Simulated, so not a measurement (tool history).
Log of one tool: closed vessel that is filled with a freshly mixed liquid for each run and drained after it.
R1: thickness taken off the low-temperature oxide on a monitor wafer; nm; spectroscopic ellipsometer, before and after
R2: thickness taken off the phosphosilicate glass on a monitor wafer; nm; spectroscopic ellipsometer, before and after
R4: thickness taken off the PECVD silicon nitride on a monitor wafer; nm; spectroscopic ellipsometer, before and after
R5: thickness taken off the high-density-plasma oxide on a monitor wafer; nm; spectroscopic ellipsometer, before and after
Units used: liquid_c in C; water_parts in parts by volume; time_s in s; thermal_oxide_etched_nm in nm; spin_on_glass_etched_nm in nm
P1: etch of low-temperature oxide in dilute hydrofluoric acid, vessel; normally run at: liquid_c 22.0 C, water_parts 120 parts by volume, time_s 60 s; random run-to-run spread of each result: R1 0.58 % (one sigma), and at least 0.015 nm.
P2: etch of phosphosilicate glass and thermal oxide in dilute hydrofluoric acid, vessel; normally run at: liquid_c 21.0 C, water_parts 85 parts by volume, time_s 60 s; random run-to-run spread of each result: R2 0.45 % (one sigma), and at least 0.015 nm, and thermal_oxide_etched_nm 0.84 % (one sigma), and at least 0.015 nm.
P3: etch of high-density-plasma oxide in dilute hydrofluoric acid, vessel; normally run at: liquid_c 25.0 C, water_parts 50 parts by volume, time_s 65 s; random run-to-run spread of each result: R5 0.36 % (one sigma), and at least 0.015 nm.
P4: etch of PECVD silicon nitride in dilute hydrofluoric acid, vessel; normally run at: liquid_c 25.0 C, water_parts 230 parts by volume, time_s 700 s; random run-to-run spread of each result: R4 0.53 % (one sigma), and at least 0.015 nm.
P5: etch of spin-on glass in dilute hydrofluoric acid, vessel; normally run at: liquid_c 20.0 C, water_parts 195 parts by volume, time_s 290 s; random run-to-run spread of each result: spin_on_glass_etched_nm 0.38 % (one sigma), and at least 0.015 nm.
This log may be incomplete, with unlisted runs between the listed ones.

run 1 hour=5.2 | process=P1 liquid_c=22.0 water_parts=120 time_s=60 | R1=6.5999
run 2 hour=9.3 | process=P1 liquid_c=22.0 water_parts=120 time_s=60 | R1=6.5784
run 3 hour=12.0 | process=P1 liquid_c=22.0 water_parts=120 time_s=30 | R1=3.2890
run 4 hour=15.5 | process=P1 liquid_c=22.0 water_parts=55 time_s=60 | R1=15.6790
run 5 hour=19.4 | process=P2 liquid_c=21.0 water_parts=85 time_s=60 | R2=65.596 thermal_oxide_etched_nm=2.9704
run 6 hour=24.8 | process=P1 liquid_c=17.0 water_parts=120 time_s=60 | R1=5.4505
run 7 hour=28.3 | process=P4 liquid_c=21.0 water_parts=230 time_s=700 | R4=8.23330
run 8 hour=33.4 | process=P3 liquid_c=25.0 water_parts=50 time_s=65 | R5=8.5406
run 9 hour=38.7 | process=P1 liquid_c=22.0 water_parts=120 time_s=95 | R1=10.5510
run 10 hour=42.1 | process=P3 liquid_c=25.0 water_parts=50 time_s=125 | R5=16.4350
run 11 hour=45.0 | process=P4 liquid_c=25.0 water_parts=395 time_s=700 | R4=6.07090
run 12 hour=50.9 | process=P2 liquid_c=17.0 water_parts=85 time_s=60 | R2=55.269 thermal_oxide_etched_nm=2.4666
run 13 hour=56.3 | process=P1 liquid_c=22.0 water_parts=220 time_s=60 | R1=3.2247
run 14 hour=60.6 | process=P3 liquid_c=25.0 water_parts=50 time_s=65 | R5=8.6092
run 15 hour=64.1 | process=P5 liquid_c=20.0 water_parts=195 time_s=510 | spin_on_glass_etched_nm=62.007
run 16 hour=67.2 | process=P1 liquid_c=27.0 water_parts=120 time_s=60 | R1=7.9559
-- hour=70.8 thermometer replaced
run 17 hour=72.4 | process=P5 liquid_c=20.0 water_parts=110 time_s=290 | spin_on_glass_etched_nm=68.430
run 18 hour=78.5 | process=P3 liquid_c=17.0 water_parts=50 time_s=65 | R5=6.1281
run 19 hour=83.8 | process=P4 liquid_c=25.0 water_parts=230 time_s=700 | R4=10.50700
run 20 hour=89.3 | process=P2 liquid_c=21.0 water_parts=85 time_s=30 | R2=32.740 thermal_oxide_etched_nm=1.4875
run 21 hour=94.7 | process=P2 liquid_c=21.0 water_parts=35 time_s=60 | R2=169.230 thermal_oxide_etched_nm=7.5987
run 22 hour=99.0 | process=P1 liquid_c=22.0 water_parts=120 time_s=60 | R1=6.7043
run 23 hour=103.0 | process=P3 liquid_c=25.0 water_parts=20 time_s=65 | R5=22.4800
run 24 hour=106.3 | process=P1 liquid_c=22.0 water_parts=120 time_s=60 | R1=6.6193
run 25 hour=111.3 | process=P2 liquid_c=21.0 water_parts=85 time_s=60 | R2=65.571 thermal_oxide_etched_nm=2.9770
run 26 hour=114.3 | process=P5 liquid_c=25.0 water_parts=195 time_s=290 | spin_on_glass_etched_nm=42.693
run 27 hour=117.1 | process=P1 liquid_c=29.5 water_parts=195 time_s=60 | R1=5.0081
run 28 hour=120.0 | process=P4 liquid_c=25.0 water_parts=230 time_s=35 | R4=0.54314
run 29 hour=124.5 | process=P5 liquid_c=20.0 water_parts=195 time_s=290 | spin_on_glass_etched_nm=35.159
run 30 hour=129.2 | process=P5 liquid_c=20.0 water_parts=195 time_s=290 | spin_on_glass_etched_nm=34.942
run 31 hour=133.6 | process=P1 liquid_c=22.0 water_parts=120 time_s=60 | R1=6.6095
run 32 hour=139.8 | process=P1 liquid_c=22.0 water_parts=120 time_s=60 | R1=6.8752
run 33 hour=144.4 | process=P1 liquid_c=22.0 water_parts=120 time_s=60 | R1=6.8941
run 34 hour=149.8 | process=P1 liquid_c=22.0 water_parts=120 time_s=60 | R1=6.8742
run 35 hour=155.5 | process=P1 liquid_c=22.0 water_parts=120 time_s=60 | R1=6.9902
run 36 hour=161.6 | process=P1 liquid_c=22.0 water_parts=120 time_s=60 | R1=7.0138
run 37 hour=166.9 | process=P1 liquid_c=22.0 water_parts=120 time_s=60 | R1=7.0587
run 38 hour=172.9 | process=P1 liquid_c=22.0 water_parts=120 time_s=60 | R1=7.0542
run 39 hour=176.6 | process=P1 liquid_c=22.0 water_parts=120 time_s=60 | R1=7.0407
run 40 hour=180.7 | process=P1 liquid_c=22.0 water_parts=120 time_s=60 | R1=7.0092
run 41 hour=185.0 | process=P1 liquid_c=22.0 water_parts=120 time_s=60 | R1=7.0130

What will run 42 give?
run 42 hour=188.6 | process=P1 liquid_c=22.0 water_parts=120 time_s=60 | R1=?

Logged for run 42: R1 6.9695 nm.

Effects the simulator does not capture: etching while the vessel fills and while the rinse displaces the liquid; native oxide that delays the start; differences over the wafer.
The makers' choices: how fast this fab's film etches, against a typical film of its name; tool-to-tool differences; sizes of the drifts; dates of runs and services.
